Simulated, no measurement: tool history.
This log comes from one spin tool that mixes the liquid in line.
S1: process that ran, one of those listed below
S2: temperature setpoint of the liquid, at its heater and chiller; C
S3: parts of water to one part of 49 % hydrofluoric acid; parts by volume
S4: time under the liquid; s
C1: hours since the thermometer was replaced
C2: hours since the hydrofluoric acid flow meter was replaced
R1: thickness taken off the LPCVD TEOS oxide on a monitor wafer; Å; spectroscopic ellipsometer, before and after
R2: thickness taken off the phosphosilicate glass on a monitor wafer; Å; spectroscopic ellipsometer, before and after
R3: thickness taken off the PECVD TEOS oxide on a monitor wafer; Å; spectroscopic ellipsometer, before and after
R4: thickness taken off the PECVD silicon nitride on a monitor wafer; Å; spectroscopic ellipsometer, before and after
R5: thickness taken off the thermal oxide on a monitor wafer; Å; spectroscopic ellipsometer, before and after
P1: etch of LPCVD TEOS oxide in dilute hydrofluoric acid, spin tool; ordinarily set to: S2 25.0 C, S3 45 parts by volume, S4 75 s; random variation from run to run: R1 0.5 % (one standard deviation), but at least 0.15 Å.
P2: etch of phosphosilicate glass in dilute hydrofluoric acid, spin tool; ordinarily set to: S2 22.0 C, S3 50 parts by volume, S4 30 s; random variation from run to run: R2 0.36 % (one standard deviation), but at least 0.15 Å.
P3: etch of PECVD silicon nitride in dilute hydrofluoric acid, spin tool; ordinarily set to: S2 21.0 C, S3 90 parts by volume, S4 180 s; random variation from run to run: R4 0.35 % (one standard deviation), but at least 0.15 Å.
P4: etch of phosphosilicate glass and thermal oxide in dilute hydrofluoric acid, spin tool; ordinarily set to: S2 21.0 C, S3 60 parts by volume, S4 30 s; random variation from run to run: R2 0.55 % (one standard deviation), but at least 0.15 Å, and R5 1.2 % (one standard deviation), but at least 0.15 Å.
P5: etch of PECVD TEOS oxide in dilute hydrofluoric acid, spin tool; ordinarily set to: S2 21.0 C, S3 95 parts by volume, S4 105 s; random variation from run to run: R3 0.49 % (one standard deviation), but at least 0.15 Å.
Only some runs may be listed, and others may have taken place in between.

Run 1, hour 15.3: S1 P1, S2 25.0 C, S3 45 parts by volume, S4 75 s; C1 2166.0; C2 478.9. Result: R1 399.200 Å.
Run 2, hour 26.3: S1 P1, S2 25.0 C, S3 45 parts by volume, S4 75 s; C1 2177.0; C2 489.9. Result: R1 397.800 Å.
Run 3, hour 39.3: S1 P1, S2 25.0 C, S3 25 parts by volume, S4 75 s; C1 2190.0; C2 502.9. Result: R1 737.730 Å.
Run 4, hour 54.8: S1 P2, S2 22.0 C, S3 50 parts by volume, S4 30 s; C1 2205.5; C2 518.4. Result: R2 596.28 Å.
Run 5, hour 67.2: S1 P5, S2 21.0 C, S3 95 parts by volume, S4 25 s; C1 2217.9; C2 530.8. Result: R3 29.400 Å.
Run 6, hour 79.0: S1 P1, S2 25.0 C, S3 45 parts by volume, S4 75 s; C1 2229.7; C2 542.6. Result: R1 396.230 Å.
Run 7, hour 88.3: S1 P5, S2 21.0 C, S3 175 parts by volume, S4 105 s; C1 2239.0; C2 551.9. Result: R3 60.708 Å.
Run 8, hour 102.3: S1 P1, S2 25.0 C, S3 45 parts by volume, S4 35 s; C1 2253.0; C2 565.9. Result: R1 184.940 Å.
Run 9, hour 114.5: S1 P5, S2 21.0 C, S3 95 parts by volume, S4 105 s; C1 2265.2; C2 578.1. Result: R3 122.060 Å.
Run 10, hour 124.4: S1 P3, S2 28.5 C, S3 90 parts by volume, S4 180 s; C1 2275.1; C2 588.0. Result: R4 131.710 Å.
Run 11, hour 134.2: S1 P1, S2 25.0 C, S3 45 parts by volume, S4 75 s; C1 2284.9; C2 597.8. Result: R1 397.600 Å.
Run 12, hour 149.7: S1 P1, S2 25.0 C, S3 60 parts by volume, S4 75 s; C1 2300.4; C2 613.3. Result: R1 291.510 Å.
Run 13, hour 162.0: S1 P3, S2 21.0 C, S3 90 parts by volume, S4 30 s; C1 2312.7; C2 625.6. Result: R4 13.494 Å.
Run 14, hour 170.0: S1 P1, S2 25.0 C, S3 45 parts by volume, S4 75 s; C1 2320.7; C2 633.6. Result: R1 391.540 Å.
Run 15, hour 183.1: S1 P3, S2 21.0 C, S3 90 parts by volume, S4 180 s; C1 2333.8; C2 646.7. Result: R4 80.607 Å.
Run 16, hour 195.6: S1 P4, S2 21.0 C, S3 60 parts by volume, S4 30 s; C1 2346.3; C2 659.2. Result: R2 609.29 Å, R5 21.331 Å.
Run 17, hour 211.1: S1 P1, S2 17.0 C, S3 45 parts by volume, S4 75 s; C1 2361.8; C2 674.7. Result: R1 284.640 Å.
Run 18, hour 224.3: S1 P1, S2 31.0 C, S3 45 parts by volume, S4 75 s; C1 2375.0; C2 687.9. Result: R1 503.050 Å.
Run 19, hour 240.4: S1 P4, S2 21.0 C, S3 60 parts by volume, S4 30 s; C1 2391.1; C2 704.0. Result: R2 604.74 Å, R5 21.219 Å.
Run 20, hour 251.0: S1 P2, S2 22.0 C, S3 30 parts by volume, S4 30 s; C1 2401.7; C2 714.6. Result: R2 1019.20 Å.
Run 21, hour 262.8: S1 P1, S2 25.0 C, S3 45 parts by volume, S4 140 s; C1 2413.5; C2 726.4. Result: R1 741.460 Å.
Run 22, hour 274.1: S1 P2, S2 22.0 C, S3 50 parts by volume, S4 60 s; C1 2424.8; C2 737.7. Result: R2 1190.10 Å.
Run 23, hour 289.0: S1 P5, S2 21.0 C, S3 95 parts by volume, S4 105 s; C1 2439.7; C2 752.6. Result: R3 122.230 Å.
Run 24, hour 300.3: S1 P5, S2 28.5 C, S3 95 parts by volume, S4 105 s; C1 2451.0; C2 763.9. Result: R3 163.900 Å.
Run 25, hour 312.2: S1 P1, S2 20.5 C, S3 20 parts by volume, S4 75 s; C1 2462.9; C2 775.8. Result: R1 764.440 Å.
Run 26, hour 319.7: S1 P4, S2 21.0 C, S3 20 parts by volume, S4 30 s; C1 2470.4; C2 783.3. Result: R2 1903.20 Å, R5 68.274 Å.
Run 27, hour 327.9: S1 P1, S2 25.0 C, S3 45 parts by volume, S4 75 s; C1 2478.6; C2 791.5. Result: R1 395.770 Å.
Run 28, hour 342.0: S1 P3, S2 21.0 C, S3 160 parts by volume, S4 180 s; C1 2492.7; C2 805.6. Result: R4 45.849 Å.
Run 29, hour 356.0: S1 P2, S2 18.0 C, S3 50 parts by volume, S4 30 s; C1 2506.7; C2 819.6. Result: R2 502.99 Å.
Run 30, hour 365.5: S1 P1, S2 25.0 C, S3 60 parts by volume, S4 15 s; C1 2516.2; C2 829.1. Result: R1 58.996 Å.
Run 31, hour 376.8: S1 P2, S2 22.0 C, S3 50 parts by volume, S4 30 s; C1 2527.5; C2 840.4. Result: R2 600.39 Å.
Run 32, hour 391.4: S1 P4, S2 29.5 C, S3 60 parts by volume, S4 30 s; C1 2542.1; C2 855.0. Result: R2 859.18 Å, R5 30.040 Å.
Run 33, hour 400.5: S1 P4, S2 21.0 C, S3 60 parts by volume, S4 15 s; C1 2551.2; C2 864.1. Result: R2 303.59 Å, R5 10.517 Å.
Run 34, hour 415.4: S1 P1, S2 25.0 C, S3 45 parts by volume, S4 75 s; C1 2566.1; C2 879.0. Result: R1 396.700 Å.
Run 35, hour 431.1: S1 P1, S2 25.0 C, S3 45 parts by volume, S4 75 s; C1 2581.8; C2 894.7. Result: R1 408.230 Å.
Run 36, hour 442.7: S1 P1, S2 25.0 C, S3 45 parts by volume, S4 75 s; C1 2593.4; C2 906.3. Result: R1 411.720 Å.
Run 37, hour 450.0: S1 P1, S2 25.0 C, S3 45 parts by volume, S4 75 s; C1 2600.7; C2 913.6. Result: R1 413.750 Å.
Run 38, hour 457.8: S1 P1, S2 25.0 C, S3 45 parts by volume, S4 75 s; C1 2608.5; C2 921.4. Result: R1 415.720 Å.
Run 39, hour 470.3: S1 P1, S2 25.0 C, S3 45 parts by volume, S4 75 s; C1 2621.0; C2 933.9. Result: R1 421.130 Å.
Run 40, hour 487.0: S1 P1, S2 25.0 C, S3 45 parts by volume, S4 75 s; C1 2637.7; C2 950.6. Result: R1 418.070 Å.
Run 41, hour 497.2: S1 P1, S2 25.0 C, S3 45 parts by volume, S4 75 s; C1 2647.9; C2 960.8. Result: R1 421.990 Å.
Run 42, hour 504.9: S1 P1, S2 25.0 C, S3 45 parts by volume, S4 75 s; C1 2655.6; C2 968.5. Result: R1 424.890 Å.
Run 43, hour 512.4: S1 P1, S2 25.0 C, S3 45 parts by volume, S4 75 s; C1 2663.1; C2 976.0. Result: R1 419.070 Å.

The output of P1 has drifted from where it used to be. Each of the 2 causes below, taken at the size shown beside it, accounts for the log equally well:
A: hydrofluoric acid flow above the setpoint (%) = 6.07
B: liquid hotter than its thermometer reads (K) = 1.54
The process output started creeping at around hour 415.4.

4 check runs are offered, one wafer each, their results left as question marks. Which one tells the causes apart?
Run check 1, hour 519.9: S1 P5, S2 28.5 C, S3 95 parts by volume, S4 105 s. Result: R3 ?.
Run check 2, hour 519.9: S1 P2, S2 18.5 C, S3 50 parts by volume, S4 45 s. Result: R2 ?.
Run check 3, hour 519.9: S1 P3, S2 21.0 C, S3 140 parts by volume, S4 180 s. Result: R4 ?.
Run check 4, hour 519.9: S1 P4, S2 29.0 C, S3 60 parts by volume, S4 30 s. Result: R2 ?, R5 ?.

Check results expected under each cause:
  check  result     if A     if B
check 1      R3  175.700  174.280
check 2      R2   825.51   828.46
check 3      R4   55.330   57.823
check 4      R2   895.35   891.80
check 4      R5   31.288   31.164
Per-check spread between the two closest causes, in the result where they differ most: check 1 0.81 %; check 2 0.36 %; check 3 4.41 %; check 4 0.4 %
The other checks would show nearly matching results whichever cause is true, so check 3 is the only one that separates the causes.

Here is what check 3 returned: R4 57.584 Å. Which cause is it?

B is the cause: liquid hotter than its thermometer reads (K).

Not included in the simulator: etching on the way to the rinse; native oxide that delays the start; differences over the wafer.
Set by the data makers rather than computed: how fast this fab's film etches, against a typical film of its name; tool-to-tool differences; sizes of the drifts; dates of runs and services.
